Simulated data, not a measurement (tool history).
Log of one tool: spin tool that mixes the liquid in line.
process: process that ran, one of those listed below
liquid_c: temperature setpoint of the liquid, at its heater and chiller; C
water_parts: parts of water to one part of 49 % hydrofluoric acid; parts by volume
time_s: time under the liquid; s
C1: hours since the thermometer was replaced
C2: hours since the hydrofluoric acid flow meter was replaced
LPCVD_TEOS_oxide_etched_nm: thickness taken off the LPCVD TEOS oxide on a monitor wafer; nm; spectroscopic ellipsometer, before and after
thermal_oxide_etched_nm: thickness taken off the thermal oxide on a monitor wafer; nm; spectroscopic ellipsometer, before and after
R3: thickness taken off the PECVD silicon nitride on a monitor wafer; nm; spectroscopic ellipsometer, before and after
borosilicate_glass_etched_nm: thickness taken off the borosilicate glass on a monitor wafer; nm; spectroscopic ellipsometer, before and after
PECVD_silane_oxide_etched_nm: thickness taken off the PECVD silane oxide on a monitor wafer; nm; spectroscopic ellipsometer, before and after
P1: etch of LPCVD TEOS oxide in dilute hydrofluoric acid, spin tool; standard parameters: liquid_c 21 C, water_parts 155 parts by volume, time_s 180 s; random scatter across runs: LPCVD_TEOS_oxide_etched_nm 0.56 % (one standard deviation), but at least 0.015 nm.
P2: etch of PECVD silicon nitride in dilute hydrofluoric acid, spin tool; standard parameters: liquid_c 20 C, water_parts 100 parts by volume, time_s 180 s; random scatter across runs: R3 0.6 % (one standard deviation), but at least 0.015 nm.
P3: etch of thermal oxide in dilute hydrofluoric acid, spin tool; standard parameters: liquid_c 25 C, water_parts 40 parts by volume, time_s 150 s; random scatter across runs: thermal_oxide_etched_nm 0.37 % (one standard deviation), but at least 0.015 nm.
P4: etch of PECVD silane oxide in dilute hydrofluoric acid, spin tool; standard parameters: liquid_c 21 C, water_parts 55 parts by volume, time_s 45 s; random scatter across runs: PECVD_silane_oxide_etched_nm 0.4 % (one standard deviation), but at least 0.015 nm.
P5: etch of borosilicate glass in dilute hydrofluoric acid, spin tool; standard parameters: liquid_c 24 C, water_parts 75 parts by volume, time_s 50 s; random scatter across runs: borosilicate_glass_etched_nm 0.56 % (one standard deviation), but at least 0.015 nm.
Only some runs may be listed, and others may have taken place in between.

Run 1, hour 7.8: process P1, liquid_c 21 C, water_parts 155 parts by volume, time_s 180 s; C1 1277; C2 1693.2. Result: LPCVD_TEOS_oxide_etched_nm 32.454 nm.
Run 2, hour 22.3: process P1, liquid_c 21 C, water_parts 155 parts by volume, time_s 180 s; C1 1291.5; C2 1707.7. Result: LPCVD_TEOS_oxide_etched_nm 32.416 nm.
Run 3, hour 31.3: process P3, liquid_c 25 C, water_parts 70 parts by volume, time_s 150 s; C1 1300.5; C2 1716.7. Result: thermal_oxide_etched_nm 11.136 nm.
Run 4, hour 45.5: process P2, liquid_c 20 C, water_parts 100 parts by volume, time_s 180 s; C1 1314.7; C2 1730.9. Result: R3 6.4196 nm.
Run 5, hour 62.8: process P5, liquid_c 24 C, water_parts 75 parts by volume, time_s 15 s; C1 1332; C2 1748.2. Result: borosilicate_glass_etched_nm 4.4653 nm.
Run 6, hour 76.1: process P1, liquid_c 21 C, water_parts 155 parts by volume, time_s 180 s; C1 1345.3; C2 1761.5. Result: LPCVD_TEOS_oxide_etched_nm 32.671 nm.
Run 7, hour 85.2: process P4, liquid_c 21 C, water_parts 55 parts by volume, time_s 45 s; C1 1354.4; C2 1770.6. Result: PECVD_silane_oxide_etched_nm 15.666 nm.
Run 8, hour 95.6: process P4, liquid_c 21 C, water_parts 55 parts by volume, time_s 45 s; C1 1364.8; C2 1781. Result: PECVD_silane_oxide_etched_nm 15.739 nm.
Run 9, hour 106.6: process P3, liquid_c 32 C, water_parts 40 parts by volume, time_s 150 s; C1 1375.8; C2 1792. Result: thermal_oxide_etched_nm 26.836 nm.
Run 10, hour 115: process P1, liquid_c 17 C, water_parts 155 parts by volume, time_s 180 s; C1 1384.2; C2 1800.4. Result: LPCVD_TEOS_oxide_etched_nm 27.661 nm.
Run 11, hour 130.3: process P1, liquid_c 21 C, water_parts 255 parts by volume, time_s 180 s; C1 1399.5; C2 1815.7. Result: LPCVD_TEOS_oxide_etched_nm 17.734 nm.
Run 12, hour 143.9: process P2, liquid_c 20 C, water_parts 100 parts by volume, time_s 20 s; C1 1413.1; C2 1829.3. Result: R3 0.6924 nm.
Run 13, hour 157.6: process P5, liquid_c 24 C, water_parts 105 parts by volume, time_s 50 s; C1 1426.8; C2 1843. Result: borosilicate_glass_etched_nm 10.191 nm.
Run 14, hour 169.8: process P1, liquid_c 21 C, water_parts 155 parts by volume, time_s 180 s; C1 1439; C2 1855.2. Result: LPCVD_TEOS_oxide_etched_nm 32.422 nm.
Run 15, hour 185.6: process P2, liquid_c 20 C, water_parts 145 parts by volume, time_s 180 s; C1 1454.8; C2 1871. Result: R3 4.4289 nm.
Run 16, hour 197.4: process P5, liquid_c 24 C, water_parts 75 parts by volume, time_s 50 s; C1 1466.6; C2 1882.8. Result: borosilicate_glass_etched_nm 14.892 nm.
Run 17, hour 209.4: process P3, liquid_c 25 C, water_parts 40 parts by volume, time_s 70 s; C1 1478.6; C2 1894.8. Result: thermal_oxide_etched_nm 9.4939 nm.
Run 18, hour 225: process P1, liquid_c 21 C, water_parts 155 parts by volume, time_s 305 s; C1 1494.2; C2 1910.4. Result: LPCVD_TEOS_oxide_etched_nm 55.412 nm.
Run 19, hour 240.3: process P3, liquid_c 25 C, water_parts 40 parts by volume, time_s 150 s; C1 1509.5; C2 1925.7. Result: thermal_oxide_etched_nm 20.267 nm.
Run 20, hour 249.5: process P1, liquid_c 21 C, water_parts 25 parts by volume, time_s 180 s; C1 1518.7; C2 1934.9. Result: LPCVD_TEOS_oxide_etched_nm 232.33 nm.
Run 21, hour 256.9: process P2, liquid_c 20 C, water_parts 100 parts by volume, time_s 180 s; C1 1526.1; C2 1942.3. Result: R3 6.4693 nm.
Run 22, hour 271.3: process P5, liquid_c 17.5 C, water_parts 75 parts by volume, time_s 50 s; C1 1540.5; C2 1956.7. Result: borosilicate_glass_etched_nm 11.394 nm.
Run 23, hour 284.5: process P4, liquid_c 28.5 C, water_parts 55 parts by volume, time_s 45 s; C1 1553.7; C2 1969.9. Result: PECVD_silane_oxide_etched_nm 21.298 nm.

Estimate the outcome of run 24 from the log above:
Run 24, hour 296.9: process P4, liquid_c 21 C, water_parts 85 parts by volume, time_s 45 s; C1 1566.1; C2 1982.3. Result: PECVD_silane_oxide_etched_nm ?.

Run 24 gave PECVD_silane_oxide_etched_nm 9.8048 nm.

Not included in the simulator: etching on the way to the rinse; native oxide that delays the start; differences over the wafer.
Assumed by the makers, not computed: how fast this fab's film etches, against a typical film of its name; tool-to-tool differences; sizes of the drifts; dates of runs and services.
